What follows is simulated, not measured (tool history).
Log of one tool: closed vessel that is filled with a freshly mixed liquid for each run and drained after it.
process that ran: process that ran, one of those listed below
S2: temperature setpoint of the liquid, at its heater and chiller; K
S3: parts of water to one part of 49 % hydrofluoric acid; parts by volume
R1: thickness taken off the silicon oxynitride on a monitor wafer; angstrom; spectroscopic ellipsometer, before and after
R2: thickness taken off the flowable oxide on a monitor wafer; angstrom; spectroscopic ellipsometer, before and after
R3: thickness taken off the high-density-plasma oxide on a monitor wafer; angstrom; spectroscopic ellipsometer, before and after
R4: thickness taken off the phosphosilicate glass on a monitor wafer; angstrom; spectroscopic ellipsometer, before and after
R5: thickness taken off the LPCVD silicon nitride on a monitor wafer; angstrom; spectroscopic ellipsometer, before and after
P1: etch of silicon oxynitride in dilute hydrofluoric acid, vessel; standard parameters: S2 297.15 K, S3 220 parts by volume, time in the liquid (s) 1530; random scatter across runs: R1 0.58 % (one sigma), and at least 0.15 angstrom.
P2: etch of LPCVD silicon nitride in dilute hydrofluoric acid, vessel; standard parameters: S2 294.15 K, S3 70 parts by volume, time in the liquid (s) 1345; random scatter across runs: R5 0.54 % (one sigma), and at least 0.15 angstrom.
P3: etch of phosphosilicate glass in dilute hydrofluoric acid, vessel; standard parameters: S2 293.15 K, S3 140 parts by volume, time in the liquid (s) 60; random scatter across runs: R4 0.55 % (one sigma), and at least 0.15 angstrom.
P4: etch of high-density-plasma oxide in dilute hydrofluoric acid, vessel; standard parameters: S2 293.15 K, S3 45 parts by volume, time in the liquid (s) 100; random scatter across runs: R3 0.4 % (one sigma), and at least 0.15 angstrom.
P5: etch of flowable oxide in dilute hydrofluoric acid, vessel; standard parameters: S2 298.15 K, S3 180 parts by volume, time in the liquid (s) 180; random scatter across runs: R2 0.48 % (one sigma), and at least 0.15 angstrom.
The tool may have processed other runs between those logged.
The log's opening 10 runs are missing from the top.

{"run": 11, "day": 3.575, "process that ran": "P2", "S2": 294.15, "S3": 30, "time in the liquid (s)": 1345, "R5": 148.68}
{"run": 12, "day": 3.829, "process that ran": "P1", "S2": 297.15, "S3": 220, "time in the liquid (s)": 1530, "R1": 241.44}
{"run": 13, "day": 4.167, "process that ran": "P4", "S2": 300.65, "S3": 45, "time in the liquid (s)": 100, "R3": 221.15}
{"run": 14, "day": 4.417, "process that ran": "P5", "S2": 298.15, "S3": 180, "time in the liquid (s)": 180, "R2": 219.51}
{"run": 15, "day": 4.692, "process that ran": "P1", "S2": 297.15, "S3": 220, "time in the liquid (s)": 1530, "R1": 242.61}
{"run": 16, "day": 5.046, "process that ran": "P4", "S2": 293.15, "S3": 45, "time in the liquid (s)": 195, "R3": 313.3}
{"run": 17, "day": 5.425, "process that ran": "P2", "S2": 294.15, "S3": 70, "time in the liquid (s)": 145, "R5": 6.8209}
{"run": 18, "day": 5.775, "process that ran": "P2", "S2": 294.15, "S3": 70, "time in the liquid (s)": 1345, "R5": 65.953}
{"run": 19, "day": 6.225, "process that ran": "P4", "S2": 293.15, "S3": 60, "time in the liquid (s)": 100, "R3": 118.11}
{"run": 20, "day": 6.646, "process that ran": "P2", "S2": 290.15, "S3": 70, "time in the liquid (s)": 1345, "R5": 48.997}
{"run": 21, "day": 7.033, "process that ran": "P5", "S2": 298.15, "S3": 180, "time in the liquid (s)": 180, "R2": 218.14}
{"run": 22, "day": 7.471, "process that ran": "P3", "S2": 300.65, "S3": 140, "time in the liquid (s)": 60, "R4": 834.1}
{"run": 23, "day": 7.717, "process that ran": "P3", "S2": 293.15, "S3": 140, "time in the liquid (s)": 60, "R4": 629.87}

Run 24, settings as shown, results not yet in. Your forecast:
{"run": 24, "day": 8.021, "process that ran": "P1", "S2": 302.15, "S3": 220, "time in the liquid (s)": 1530, "R1": "?"}

{"run 24": {"R1": 304.37}}
